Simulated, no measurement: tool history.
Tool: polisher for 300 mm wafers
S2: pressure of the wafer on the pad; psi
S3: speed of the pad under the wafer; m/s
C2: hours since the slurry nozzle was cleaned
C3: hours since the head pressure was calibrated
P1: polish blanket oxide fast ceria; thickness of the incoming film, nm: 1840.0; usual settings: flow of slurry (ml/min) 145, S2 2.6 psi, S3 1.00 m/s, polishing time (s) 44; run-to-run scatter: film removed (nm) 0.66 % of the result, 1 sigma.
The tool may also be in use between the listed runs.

run 1 hour=4.8 | flow_of_slurry_(ml/min)=145 S2=2.6 S3=1.00 polishing_time_(s)=44 | wafers_polished_on_this_pad=981 C2=208.3 C3=184.9 | film_removed_(nm)=609.80
run 2 hour=12.2 | flow_of_slurry_(ml/min)=145 S2=1.2 S3=1.00 polishing_time_(s)=44 | wafers_polished_on_this_pad=1101 C2=215.7 C3=192.3 | film_removed_(nm)=283.89
-- hour=19.3 head pressure recalibrated
run 3 hour=21.9 | flow_of_slurry_(ml/min)=220 S2=2.6 S3=1.00 polishing_time_(s)=44 | wafers_polished_on_this_pad=1260 C2=225.4 C3=2.6 | film_removed_(nm)=651.69
run 4 hour=26.8 | flow_of_slurry_(ml/min)=145 S2=2.6 S3=1.00 polishing_time_(s)=32 | wafers_polished_on_this_pad=1340 C2=230.3 C3=7.5 | film_removed_(nm)=441.72
run 5 hour=37.0 | flow_of_slurry_(ml/min)=145 S2=4.0 S3=1.00 polishing_time_(s)=44 | wafers_polished_on_this_pad=1506 C2=240.5 C3=17.7 | film_removed_(nm)=938.36
run 6 hour=43.9 | flow_of_slurry_(ml/min)=145 S2=2.6 S3=1.00 polishing_time_(s)=63 | wafers_polished_on_this_pad=1619 C2=247.4 C3=24.6 | film_removed_(nm)=880.93
run 7 hour=51.3 | flow_of_slurry_(ml/min)=145 S2=2.6 S3=0.60 polishing_time_(s)=44 | wafers_polished_on_this_pad=1740 C2=254.8 C3=32.0 | film_removed_(nm)=371.79
run 8 hour=57.3 | flow_of_slurry_(ml/min)=85 S2=2.6 S3=1.00 polishing_time_(s)=44 | wafers_polished_on_this_pad=1838 C2=260.8 C3=38.0 | film_removed_(nm)=540.58
run 9 hour=66.7 | flow_of_slurry_(ml/min)=145 S2=2.6 S3=1.00 polishing_time_(s)=44 | wafers_polished_on_this_pad=1991 C2=270.2 C3=47.4 | film_removed_(nm)=608.68
run 10 hour=71.7 | flow_of_slurry_(ml/min)=145 S2=2.6 S3=1.00 polishing_time_(s)=44 | wafers_polished_on_this_pad=2073 C2=275.2 C3=52.4 | film_removed_(nm)=611.32
run 11 hour=81.7 | flow_of_slurry_(ml/min)=205 S2=3.4 S3=1.00 polishing_time_(s)=44 | wafers_polished_on_this_pad=2236 C2=285.2 C3=62.4 | film_removed_(nm)=843.22
run 12 hour=88.0 | flow_of_slurry_(ml/min)=145 S2=2.6 S3=1.00 polishing_time_(s)=44 | wafers_polished_on_this_pad=2339 C2=291.5 C3=68.7 | film_removed_(nm)=608.35
run 13 hour=98.2 | flow_of_slurry_(ml/min)=145 S2=2.6 S3=1.56 polishing_time_(s)=44 | wafers_polished_on_this_pad=2506 C2=301.7 C3=78.9 | film_removed_(nm)=945.53
run 14 hour=106.1 | flow_of_slurry_(ml/min)=145 S2=2.6 S3=1.00 polishing_time_(s)=44 | wafers_polished_on_this_pad=2635 C2=309.6 C3=86.8 | film_removed_(nm)=600.44
run 15 hour=115.5 | flow_of_slurry_(ml/min)=145 S2=2.6 S3=1.00 polishing_time_(s)=44 | wafers_polished_on_this_pad=2788 C2=319.0 C3=96.2 | film_removed_(nm)=592.67
run 16 hour=122.9 | flow_of_slurry_(ml/min)=145 S2=2.6 S3=1.00 polishing_time_(s)=44 | wafers_polished_on_this_pad=2909 C2=326.4 C3=103.6 | film_removed_(nm)=576.32
run 17 hour=133.2 | flow_of_slurry_(ml/min)=145 S2=2.6 S3=1.00 polishing_time_(s)=44 | wafers_polished_on_this_pad=3077 C2=336.7 C3=113.9 | film_removed_(nm)=556.94
run 18 hour=138.7 | flow_of_slurry_(ml/min)=145 S2=2.6 S3=1.00 polishing_time_(s)=44 | wafers_polished_on_this_pad=3167 C2=342.2 C3=119.4 | film_removed_(nm)=553.23
-- hour=147.2 head pressure recalibrated
run 19 hour=149.0 | flow_of_slurry_(ml/min)=145 S2=2.6 S3=1.00 polishing_time_(s)=44 | wafers_polished_on_this_pad=3335 C2=352.5 C3=1.8 | film_removed_(nm)=550.13
run 20 hour=157.0 | flow_of_slurry_(ml/min)=145 S2=2.6 S3=1.00 polishing_time_(s)=44 | wafers_polished_on_this_pad=3466 C2=360.5 C3=9.8 | film_removed_(nm)=550.16
run 21 hour=164.3 | flow_of_slurry_(ml/min)=145 S2=2.6 S3=1.00 polishing_time_(s)=44 | wafers_polished_on_this_pad=3585 C2=367.8 C3=17.1 | film_removed_(nm)=552.67

What P1 gives has crept away from where it was. These 2 causes fit the log equally well, each at the size given:
A: removal rate lost through wear of the pad, % = 10.4
B: slurry flow missing at the pad, % = 38.7
The creep began at about hour 106.1.
Why every other cause is out:
head's pressure below its setpoint, %: serviced at hour 147.2, which brought nothing back

4 check runs are offered, each on 2 wafers whose results are averaged, their results left as question marks. Which one tells the causes apart?
run check 1 hour=171.6 | flow_of_slurry_(ml/min)=145 S2=3.5 S3=1.00 polishing_time_(s)=44 | film_removed_(nm)=?
run check 2 hour=171.6 | flow_of_slurry_(ml/min)=100 S2=2.6 S3=1.00 polishing_time_(s)=44 | film_removed_(nm)=?
run check 3 hour=171.6 | flow_of_slurry_(ml/min)=145 S2=1.3 S3=0.62 polishing_time_(s)=44 | film_removed_(nm)=?
run check 4 hour=171.6 | flow_of_slurry_(ml/min)=145 S2=3.9 S3=1.54 polishing_time_(s)=44 | film_removed_(nm)=?

What each check would give under each cause:
check=check_1 result=film_removed_(nm) if_A=737.11 if_B=737.46
check=check_2 result=film_removed_(nm) if_A=506.22 if_B=485.76
check=check_3 result=film_removed_(nm) if_A=169.75 if_B=169.83
check=check_4 result=film_removed_(nm) if_A=1264.90 if_B=1265.50
How far apart the two closest causes lie, in the result that separates them most: check 1 0.05 %; check 2 4.13 %; check 3 0.05 %; check 4 0.05 %
Only check 2 tells the causes apart: in the others they would give nearly the same result.

Then check 2 was run and gave: film removed (nm) 489.34. Which cause is it?

It is B: slurry flow missing at the pad, %.

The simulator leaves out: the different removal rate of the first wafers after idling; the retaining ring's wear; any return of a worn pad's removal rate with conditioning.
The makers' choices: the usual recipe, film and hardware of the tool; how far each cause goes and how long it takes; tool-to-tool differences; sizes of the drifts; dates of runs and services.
